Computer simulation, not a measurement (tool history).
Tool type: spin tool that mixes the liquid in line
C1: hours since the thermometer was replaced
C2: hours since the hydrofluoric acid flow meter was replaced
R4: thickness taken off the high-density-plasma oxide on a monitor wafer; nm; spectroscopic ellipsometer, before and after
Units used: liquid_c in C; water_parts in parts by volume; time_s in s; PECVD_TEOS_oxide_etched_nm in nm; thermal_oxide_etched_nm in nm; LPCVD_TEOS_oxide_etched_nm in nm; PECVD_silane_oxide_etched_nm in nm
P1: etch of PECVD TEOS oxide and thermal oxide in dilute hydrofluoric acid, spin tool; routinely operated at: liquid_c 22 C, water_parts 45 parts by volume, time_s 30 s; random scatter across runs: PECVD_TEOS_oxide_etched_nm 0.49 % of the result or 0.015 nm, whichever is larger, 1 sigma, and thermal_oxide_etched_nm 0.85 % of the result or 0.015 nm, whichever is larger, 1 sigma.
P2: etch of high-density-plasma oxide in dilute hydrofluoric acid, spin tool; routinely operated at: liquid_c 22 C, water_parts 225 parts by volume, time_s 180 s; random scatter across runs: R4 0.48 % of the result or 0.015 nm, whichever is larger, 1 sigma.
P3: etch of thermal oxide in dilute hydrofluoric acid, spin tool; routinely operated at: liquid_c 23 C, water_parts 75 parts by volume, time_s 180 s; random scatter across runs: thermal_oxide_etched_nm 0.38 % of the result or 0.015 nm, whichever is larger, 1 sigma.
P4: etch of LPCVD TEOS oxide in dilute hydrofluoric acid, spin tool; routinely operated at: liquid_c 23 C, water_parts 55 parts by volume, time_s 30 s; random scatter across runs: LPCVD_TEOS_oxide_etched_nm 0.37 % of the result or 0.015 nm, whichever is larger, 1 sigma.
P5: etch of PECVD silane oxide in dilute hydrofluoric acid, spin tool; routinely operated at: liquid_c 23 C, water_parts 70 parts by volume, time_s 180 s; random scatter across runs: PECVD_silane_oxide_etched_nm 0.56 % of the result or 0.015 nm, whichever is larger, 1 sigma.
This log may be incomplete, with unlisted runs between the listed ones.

Run 1, hour 5.2: process P1, liquid_c 22 C, water_parts 45 parts by volume, time_s 30 s; C1 718.5; C2 466.2. Result: PECVD_TEOS_oxide_etched_nm 13.05 nm, thermal_oxide_etched_nm 3.0579 nm.
Run 2, hour 8.7: process P4, liquid_c 23 C, water_parts 25 parts by volume, time_s 30 s; C1 722; C2 469.7. Result: LPCVD_TEOS_oxide_etched_nm 22.581 nm.
Run 3, hour 11.9: process P1, liquid_c 22 C, water_parts 20 parts by volume, time_s 30 s; C1 725.2; C2 472.9. Result: PECVD_TEOS_oxide_etched_nm 29.917 nm, thermal_oxide_etched_nm 7.14 nm.
Run 4, hour 15.4: process P3, liquid_c 23 C, water_parts 110 parts by volume, time_s 180 s; C1 728.7; C2 476.4. Result: thermal_oxide_etched_nm 7.3155 nm.
Run 5, hour 18.6: process P1, liquid_c 22 C, water_parts 45 parts by volume, time_s 30 s; C1 731.9; C2 479.6. Result: PECVD_TEOS_oxide_etched_nm 13.052 nm, thermal_oxide_etched_nm 3.0581 nm.
Run 6, hour 23.5: process P1, liquid_c 28 C, water_parts 45 parts by volume, time_s 30 s; C1 736.8; C2 484.5. Result: PECVD_TEOS_oxide_etched_nm 16.557 nm, thermal_oxide_etched_nm 3.8913 nm.
Run 7, hour 27.5: process P1, liquid_c 17 C, water_parts 45 parts by volume, time_s 30 s; C1 740.8; C2 488.5. Result: PECVD_TEOS_oxide_etched_nm 10.456 nm, thermal_oxide_etched_nm 2.4647 nm.
Run 8, hour 31.9: process P4, liquid_c 23 C, water_parts 55 parts by volume, time_s 30 s; C1 745.2; C2 492.9. Result: LPCVD_TEOS_oxide_etched_nm 9.8728 nm.
Run 9, hour 39.1: process P3, liquid_c 23 C, water_parts 75 parts by volume, time_s 15 s; C1 752.4; C2 500.1. Result: thermal_oxide_etched_nm 0.926 nm.
Run 10, hour 45.6: process P3, liquid_c 23 C, water_parts 75 parts by volume, time_s 180 s; C1 758.9; C2 506.6. Result: thermal_oxide_etched_nm 11.183 nm.
Run 11, hour 49.9: process P3, liquid_c 23 C, water_parts 75 parts by volume, time_s 180 s; C1 763.2; C2 510.9. Result: thermal_oxide_etched_nm 11.166 nm.
Run 12, hour 55.7: process P3, liquid_c 30.5 C, water_parts 75 parts by volume, time_s 180 s; C1 769; C2 516.7. Result: thermal_oxide_etched_nm 15.061 nm.
Run 13, hour 59.7: process P1, liquid_c 22 C, water_parts 65 parts by volume, time_s 30 s; C1 773; C2 520.7. Result: PECVD_TEOS_oxide_etched_nm 8.8049 nm, thermal_oxide_etched_nm 2.078 nm.
Run 14, hour 64.4: process P2, liquid_c 30 C, water_parts 225 parts by volume, time_s 180 s; C1 777.7; C2 525.4. Result: R4 5.6458 nm.
Run 15, hour 70.3: process P4, liquid_c 17 C, water_parts 55 parts by volume, time_s 30 s; C1 783.6; C2 531.3. Result: LPCVD_TEOS_oxide_etched_nm 7.7053 nm.
Run 16, hour 76.1: process P2, liquid_c 22 C, water_parts 225 parts by volume, time_s 330 s; C1 789.4; C2 537.1. Result: R4 7.7962 nm.
At hour 81.4: hydrofluoric acid flow meter replaced.
Run 17, hour 82.3: process P1, liquid_c 22 C, water_parts 45 parts by volume, time_s 30 s; C1 795.6; C2 0.9. Result: PECVD_TEOS_oxide_etched_nm 13.025 nm, thermal_oxide_etched_nm 3.0233 nm.
Run 18, hour 87.4: process P2, liquid_c 22 C, water_parts 360 parts by volume, time_s 180 s; C1 800.7; C2 6. Result: R4 2.3405 nm.
Run 19, hour 93.1: process P1, liquid_c 22 C, water_parts 30 parts by volume, time_s 15 s; C1 806.4; C2 11.7. Result: PECVD_TEOS_oxide_etched_nm 9.9704 nm, thermal_oxide_etched_nm 2.3264 nm.
Run 20, hour 99.1: process P5, liquid_c 23 C, water_parts 20 parts by volume, time_s 180 s; C1 812.4; C2 17.7. Result: PECVD_silane_oxide_etched_nm 176.68 nm.
Run 21, hour 102.5: process P1, liquid_c 22 C, water_parts 45 parts by volume, time_s 30 s; C1 815.8; C2 21.1. Result: PECVD_TEOS_oxide_etched_nm 12.994 nm, thermal_oxide_etched_nm 2.9862 nm.
Run 22, hour 105.8: process P5, liquid_c 27 C, water_parts 70 parts by volume, time_s 180 s; C1 819.1; C2 24.4. Result: PECVD_silane_oxide_etched_nm 56.496 nm.
Run 23, hour 110.2: process P5, liquid_c 23 C, water_parts 70 parts by volume, time_s 180 s; C1 823.5; C2 28.8. Result: PECVD_silane_oxide_etched_nm 47.933 nm.
Run 24, hour 117.5: process P4, liquid_c 23 C, water_parts 55 parts by volume, time_s 30 s; C1 830.8; C2 36.1. Result: LPCVD_TEOS_oxide_etched_nm 9.823 nm.
Run 25, hour 122.5: process P1, liquid_c 22 C, water_parts 45 parts by volume, time_s 60 s; C1 835.8; C2 41.1. Result: PECVD_TEOS_oxide_etched_nm 26.197 nm, thermal_oxide_etched_nm 6.1311 nm.
Run 26, hour 125.7: process P1, liquid_c 22 C, water_parts 45 parts by volume, time_s 30 s; C1 839; C2 44.3. Result: PECVD_TEOS_oxide_etched_nm 13.056 nm, thermal_oxide_etched_nm 3.0497 nm.
Run 27, hour 132: process P5, liquid_c 23 C, water_parts 70 parts by volume, time_s 90 s; C1 845.3; C2 50.6. Result: PECVD_silane_oxide_etched_nm 23.999 nm.
Run 28, hour 137: process P1, liquid_c 22 C, water_parts 45 parts by volume, time_s 15 s; C1 850.3; C2 55.6. Result: PECVD_TEOS_oxide_etched_nm 6.5069 nm, thermal_oxide_etched_nm 1.5276 nm.
Run 29, hour 140.3: process P4, liquid_c 23 C, water_parts 55 parts by volume, time_s 45 s; C1 853.6; C2 58.9. Result: LPCVD_TEOS_oxide_etched_nm 14.818 nm.
Run 30, hour 143.5: process P2, liquid_c 22 C, water_parts 225 parts by volume, time_s 180 s; C1 856.8; C2 62.1. Result: R4 4.2376 nm.
Run 31, hour 150.2: process P1, liquid_c 22 C, water_parts 45 parts by volume, time_s 30 s; C1 863.5; C2 68.8. Result: PECVD_TEOS_oxide_etched_nm 12.956 nm, thermal_oxide_etched_nm 3.0077 nm.
Run 32, hour 155: process P1, liquid_c 22 C, water_parts 45 parts by volume, time_s 30 s; C1 868.3; C2 73.6. Result: PECVD_TEOS_oxide_etched_nm 12.478 nm, thermal_oxide_etched_nm 2.9297 nm.
Run 33, hour 159: process P1, liquid_c 22 C, water_parts 45 parts by volume, time_s 30 s; C1 872.3; C2 77.6. Result: PECVD_TEOS_oxide_etched_nm 12.248 nm, thermal_oxide_etched_nm 2.8995 nm.
Run 34, hour 165.6: process P1, liquid_c 22 C, water_parts 45 parts by volume, time_s 30 s; C1 878.9; C2 84.2. Result: PECVD_TEOS_oxide_etched_nm 11.984 nm, thermal_oxide_etched_nm 2.8059 nm.
Run 35, hour 169.3: process P1, liquid_c 22 C, water_parts 45 parts by volume, time_s 30 s; C1 882.6; C2 87.9. Result: PECVD_TEOS_oxide_etched_nm 11.907 nm, thermal_oxide_etched_nm 2.7827 nm.
Run 36, hour 175.4: process P1, liquid_c 22 C, water_parts 45 parts by volume, time_s 30 s; C1 888.7; C2 94. Result: PECVD_TEOS_oxide_etched_nm 11.872 nm, thermal_oxide_etched_nm 2.7213 nm.
Run 37, hour 182: process P1, liquid_c 22 C, water_parts 45 parts by volume, time_s 30 s; C1 895.3; C2 100.6. Result: PECVD_TEOS_oxide_etched_nm 11.823 nm, thermal_oxide_etched_nm 2.8152 nm.

What does the tool deliver on the next run?
Run 38, hour 187.9: process P1, liquid_c 22 C, water_parts 45 parts by volume, time_s 30 s; C1 901.2; C2 106.5. Result: PECVD_TEOS_oxide_etched_nm ?, thermal_oxide_etched_nm ?.

Run 38 measured PECVD_TEOS_oxide_etched_nm 11.834 nm, thermal_oxide_etched_nm 2.7376 nm.

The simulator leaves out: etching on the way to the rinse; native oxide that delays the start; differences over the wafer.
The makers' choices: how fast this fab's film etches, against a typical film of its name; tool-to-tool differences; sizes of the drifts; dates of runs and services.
